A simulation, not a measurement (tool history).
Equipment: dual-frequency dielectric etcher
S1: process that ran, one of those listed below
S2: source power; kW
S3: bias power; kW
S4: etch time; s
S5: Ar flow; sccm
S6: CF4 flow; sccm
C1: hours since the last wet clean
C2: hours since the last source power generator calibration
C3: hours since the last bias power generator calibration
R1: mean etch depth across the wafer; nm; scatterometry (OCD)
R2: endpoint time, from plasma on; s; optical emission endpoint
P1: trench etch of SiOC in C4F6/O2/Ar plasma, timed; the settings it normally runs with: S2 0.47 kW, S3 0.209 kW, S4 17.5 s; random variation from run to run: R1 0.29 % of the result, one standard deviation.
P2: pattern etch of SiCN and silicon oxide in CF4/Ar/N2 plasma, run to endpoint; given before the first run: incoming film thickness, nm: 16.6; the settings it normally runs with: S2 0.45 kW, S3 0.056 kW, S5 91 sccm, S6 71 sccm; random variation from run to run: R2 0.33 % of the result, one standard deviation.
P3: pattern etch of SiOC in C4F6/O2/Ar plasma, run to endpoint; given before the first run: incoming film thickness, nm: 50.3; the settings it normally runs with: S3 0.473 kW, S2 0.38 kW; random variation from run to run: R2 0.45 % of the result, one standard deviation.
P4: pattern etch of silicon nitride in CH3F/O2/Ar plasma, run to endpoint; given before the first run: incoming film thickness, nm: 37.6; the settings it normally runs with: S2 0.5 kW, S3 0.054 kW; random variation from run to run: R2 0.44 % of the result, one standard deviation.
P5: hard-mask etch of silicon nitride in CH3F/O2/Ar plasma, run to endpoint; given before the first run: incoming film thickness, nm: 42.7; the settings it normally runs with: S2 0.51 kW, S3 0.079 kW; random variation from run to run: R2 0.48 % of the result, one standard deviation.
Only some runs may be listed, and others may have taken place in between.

| run | hour | S1 | S2 | S3 | S4 | S5 | S6 | C1 | C2 | C3 | R1 | R2 |
|---|---|---|---|---|---|---|---|---|---|---|---|---|
| 1 | 18.7 | P1 | 0.47 | 0.209 | 17.5 |  |  | 364.2 | 1413.4 | 2022.8 | 41.504 |  |
| 2 | 36.3 | P1 | 0.47 | 0.209 | 17.5 |  |  | 381.8 | 1431 | 2040.4 | 41.501 |  |
| 3 | 47.5 | P5 | 0.51 | 0.079 |  |  |  | 393 | 1442.2 | 2051.6 |  | 53.635 |
| 4 | 65.7 | P2 | 0.45 | 0.056 |  | 68 | 71 | 411.2 | 1460.4 | 2069.8 |  | 19.58 |
| 5 | 82.6 | P4 | 0.5 | 0.035 |  |  |  | 428.1 | 1477.3 | 2086.7 |  | 63.905 |
| 6 | 99.3 | P1 | 0.3 | 0.209 | 17.5 |  |  | 444.8 | 1494 | 2103.4 | 34.721 |  |
| 7 | 108.5 | P1 | 0.47 | 0.209 | 10.5 |  |  | 454 | 1503.2 | 2112.6 | 24.877 |  |
| 8 | 125.6 | P1 | 0.66 | 0.266 | 17.5 |  |  | 471.1 | 1520.3 | 2129.7 | 51.3 |  |
| 9 | 142 | P1 | 0.62 | 0.269 | 17.5 |  |  | 487.5 | 1536.7 | 2146.1 | 50.235 |  |
|  | 145.1 | wet clean of the chamber |
| 10 | 160.2 | P3 | 0.22 | 0.473 |  |  |  | 15.1 | 1554.9 | 2164.3 |  | 21.782 |
| 11 | 176.3 | P1 | 0.57 | 0.209 | 17.5 |  |  | 31.2 | 1571 | 2180.4 | 44.504 |  |
| 12 | 194.6 | P2 | 0.45 | 0.056 |  | 91 | 99 | 49.5 | 1589.3 | 2198.7 |  | 19.519 |
| 13 | 206.7 | P5 | 0.51 | 0.047 |  |  |  | 61.6 | 1601.4 | 2210.8 |  | 63.413 |
| 14 | 225 | P1 | 0.47 | 0.209 | 17.5 |  |  | 79.9 | 1619.7 | 2229.1 | 41.334 |  |
| 15 | 237.6 | P2 | 0.45 | 0.056 |  | 91 | 71 | 92.5 | 1632.3 | 2241.7 |  | 20.292 |
| 16 | 247 | P1 | 0.47 | 0.263 | 17.5 |  |  | 101.9 | 1641.7 | 2251.1 | 44.743 |  |
| 17 | 256.3 | P2 | 0.57 | 0.056 |  | 91 | 71 | 111.2 | 1651 | 2260.4 |  | 16.467 |
| 18 | 271.7 | P1 | 0.47 | 0.261 | 21.5 |  |  | 126.6 | 1666.4 | 2275.8 | 54.736 |  |
| 19 | 290.5 | P3 | 0.38 | 0.285 |  |  |  | 145.4 | 1685.2 | 2294.6 |  | 21.319 |
| 20 | 299.5 | P5 | 0.71 | 0.079 |  |  |  | 154.4 | 1694.2 | 2303.6 |  | 47.918 |
| 21 | 317.1 | P3 | 0.38 | 0.473 |  |  |  | 172 | 1711.8 | 2321.2 |  | 17.759 |
| 22 | 328.3 | P4 | 0.5 | 0.054 |  |  |  | 183.2 | 1723 | 2332.4 |  | 55.506 |
| 23 | 346.5 | P1 | 0.47 | 0.209 | 17.5 |  |  | 201.4 | 1741.2 | 2350.6 | 41.369 |  |
| 24 | 363.7 | P1 | 0.47 | 0.132 | 17.5 |  |  | 218.6 | 1758.4 | 2367.8 | 36.027 |  |
| 25 | 377.1 | P4 | 0.62 | 0.054 |  |  |  | 232 | 1771.8 | 2381.2 |  | 51.746 |
| 26 | 395.8 | P5 | 0.51 | 0.079 |  |  |  | 250.7 | 1790.5 | 2399.9 |  | 53.454 |
| 27 | 413 | P1 | 0.47 | 0.209 | 23 |  |  | 267.9 | 1807.7 | 2417.1 | 54.612 |  |
| 28 | 423 | P2 | 0.45 | 0.071 |  | 91 | 71 | 277.9 | 1817.7 | 2427.1 |  | 18.777 |
| 29 | 433.9 | P1 | 0.47 | 0.209 | 17.5 |  |  | 288.8 | 1828.6 | 2438 | 41.653 |  |
| 30 | 450.8 | P1 | 0.47 | 0.209 | 17.5 |  |  | 305.7 | 1845.5 | 2454.9 | 41.192 |  |
| 31 | 463.8 | P1 | 0.47 | 0.209 | 17.5 |  |  | 318.7 | 1858.5 | 2467.9 | 41.195 |  |
| 32 | 475.3 | P1 | 0.47 | 0.209 | 17.5 |  |  | 330.2 | 1870 | 2479.4 | 41.093 |  |
| 33 | 486.6 | P1 | 0.47 | 0.209 | 17.5 |  |  | 341.5 | 1881.3 | 2490.7 | 40.984 |  |
| 34 | 498.3 | P1 | 0.47 | 0.209 | 17.5 |  |  | 353.2 | 1893 | 2502.4 | 40.899 |  |
| 35 | 510.8 | P1 | 0.47 | 0.209 | 17.5 |  |  | 365.7 | 1905.5 | 2514.9 | 41.086 |  |
| 36 | 524 | P1 | 0.47 | 0.209 | 17.5 |  |  | 378.9 | 1918.7 | 2528.1 | 40.977 |  |
|  | 540.1 | wet clean of the chamber |
| 37 | 542.9 | P1 | 0.47 | 0.209 | 17.5 |  |  | 2.8 | 1937.6 | 2547 | 41.182 |  |
| 38 | 561.4 | P1 | 0.47 | 0.209 | 17.5 |  |  | 21.3 | 1956.1 | 2565.5 | 40.938 |  |
| 39 | 573.2 | P1 | 0.47 | 0.209 | 17.5 |  |  | 33.1 | 1967.9 | 2577.3 | 41.007 |  |
| 40 | 587.5 | P1 | 0.47 | 0.209 | 17.5 |  |  | 47.4 | 1982.2 | 2591.6 | 40.807 |  |

What P1 gives has crept away from where it was. These 2 causes fit the log equally well, each at the size given:
A: source power that arrives under what is set, % = 3.72
B: bias power that arrives under what is set, % = 4.46
The creep began at about hour 433.9.
Excluded causes, each with its reason:
chamber walls in a state that lowers the etch rate, %: work on it at hour 540.1, done after the drift set in, did not restore what the process gave before

4 check runs are offered, each on 2 wafers whose results are averaged, their results left as question marks. Which one tells the causes apart?
| check 1 | 601.8 | P4 | 0.61 | 0.038 |  |  |  |  |  |  |  | ? |
| check 2 | 601.8 | P2 | 0.45 | 0.056 |  | 91 | 94 |  |  |  |  | ? |
| check 3 | 601.8 | P3 | 0.38 | 0.285 |  |  |  |  |  |  |  | ? |
| check 4 | 601.8 | P5 | 0.62 | 0.05 |  |  |  |  |  |  |  | ? |

Check results expected under each cause:
| check | result | if A | if B |
|---|---|---|---|
| check 1 | R2 | 58.352 | 58.188 |
| check 2 | R2 | 20.166 | 19.76 |
| check 3 | R2 | 21.751 | 21.777 |
| check 4 | R2 | 58.74 | 58.661 |
Distance between the nearest two causes, measured in the result of the check that separates them most: check 1 0.28 %; check 2 2.03 %; check 3 0.12 %; check 4 0.14 %
Only in check 2 would the causes give clearly different results; in the remaining checks their results would be nearly the same.

After running check 2, the following was obtained: R2 20.187 s. Which cause does this point to?

A is the cause: source power that arrives under what is set, %.
